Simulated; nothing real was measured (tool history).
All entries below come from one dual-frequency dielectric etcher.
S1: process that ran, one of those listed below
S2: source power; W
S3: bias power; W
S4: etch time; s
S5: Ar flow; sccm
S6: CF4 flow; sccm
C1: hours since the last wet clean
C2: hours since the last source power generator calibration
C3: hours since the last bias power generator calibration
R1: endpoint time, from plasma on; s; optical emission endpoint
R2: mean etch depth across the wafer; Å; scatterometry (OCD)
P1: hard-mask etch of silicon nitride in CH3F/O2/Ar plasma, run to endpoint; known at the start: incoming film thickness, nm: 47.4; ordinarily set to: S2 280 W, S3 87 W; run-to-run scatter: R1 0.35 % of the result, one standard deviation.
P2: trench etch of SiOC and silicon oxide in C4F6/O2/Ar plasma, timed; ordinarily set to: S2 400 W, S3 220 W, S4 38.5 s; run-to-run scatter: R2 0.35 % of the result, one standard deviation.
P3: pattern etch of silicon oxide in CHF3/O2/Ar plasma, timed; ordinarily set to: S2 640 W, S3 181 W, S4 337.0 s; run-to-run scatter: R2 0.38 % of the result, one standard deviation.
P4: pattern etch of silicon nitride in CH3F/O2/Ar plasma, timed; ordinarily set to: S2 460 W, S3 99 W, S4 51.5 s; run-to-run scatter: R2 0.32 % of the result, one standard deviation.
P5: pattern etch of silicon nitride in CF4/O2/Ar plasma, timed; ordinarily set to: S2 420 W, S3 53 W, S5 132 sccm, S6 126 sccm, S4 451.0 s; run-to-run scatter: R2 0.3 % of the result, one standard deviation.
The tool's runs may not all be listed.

run	day	S1	S2	S3	S4	S5	S6	C1	C2	C3	R1	R2
1	0.442	P1	280	87				317.1	1152.3	2558.4	73.937	
2	0.946	P3	770	181	337.0			329.2	1164.4	2570.5		7134.70
3	1.450	P5	420	53	451.0	132	126	341.3	1176.5	2582.6		7684.00
4	1.950	P3	640	135	337.0			353.3	1188.5	2594.6		6028.30
5	2.588	P2	540	220	38.5			368.6	1203.8	2609.9		910.98
6	3.017	P2	400	220	53.5			378.9	1214.1	2620.2		1123.00
7	3.533	P1	280	104				391.3	1226.5	2632.6	69.430	
8	3.929	P1	280	87				400.8	1236.0	2642.1	74.326	
# day 4.492: source power generator calibrated
9	4.533	P1	340	87				415.3	1.1	2656.6	69.110	
10	5.096	P1	170	87				428.8	14.6	2670.1	89.524	
11	5.533	P4	460	99	33.5			439.3	25.1	2680.6		277.54
12	6.208	P1	280	87				455.5	41.3	2696.8	74.306	
13	6.854	P2	400	220	38.5			471.0	56.8	2712.3		809.36
14	7.258	P5	420	53	451.0	132	152	480.7	66.5	2722.0		7812.20
15	7.650	P4	460	60	51.5			490.1	75.9	2731.4		360.10
16	8.179	P5	420	53	451.0	182	126	502.8	88.6	2744.1		7361.10
17	8.700	P5	420	53	451.0	132	126	515.3	101.1	2756.6		7639.90
18	9.158	P4	570	99	51.5			526.3	112.1	2767.6		464.03
19	9.812	P5	580	53	451.0	132	126	542.0	127.8	2783.3		10147.00
20	10.125	P2	400	177	38.5			549.5	135.3	2790.8		756.07
21	10.588	P3	640	181	505.0			560.6	146.4	2801.9		9957.10
22	10.925	P1	370	59				568.7	154.5	2810.0	76.652	
23	11.462	P3	640	181	337.0			581.6	167.4	2822.9		6639.60
24	11.921	P4	460	99	51.5			592.6	178.4	2833.9		426.40
25	12.288	P5	420	35	451.0	132	126	601.4	187.2	2842.7		6590.50
26	12.683	P1	280	87				610.9	196.7	2852.2	74.483	
27	13.308	P1	280	55				625.9	211.7	2867.2	87.545	

Run 28, settings as shown, results not yet in. Your forecast:
28	13.754	P5	420	53	613.5	132	126	636.6	222.4	2877.9		?

R2: 10411.00 Å
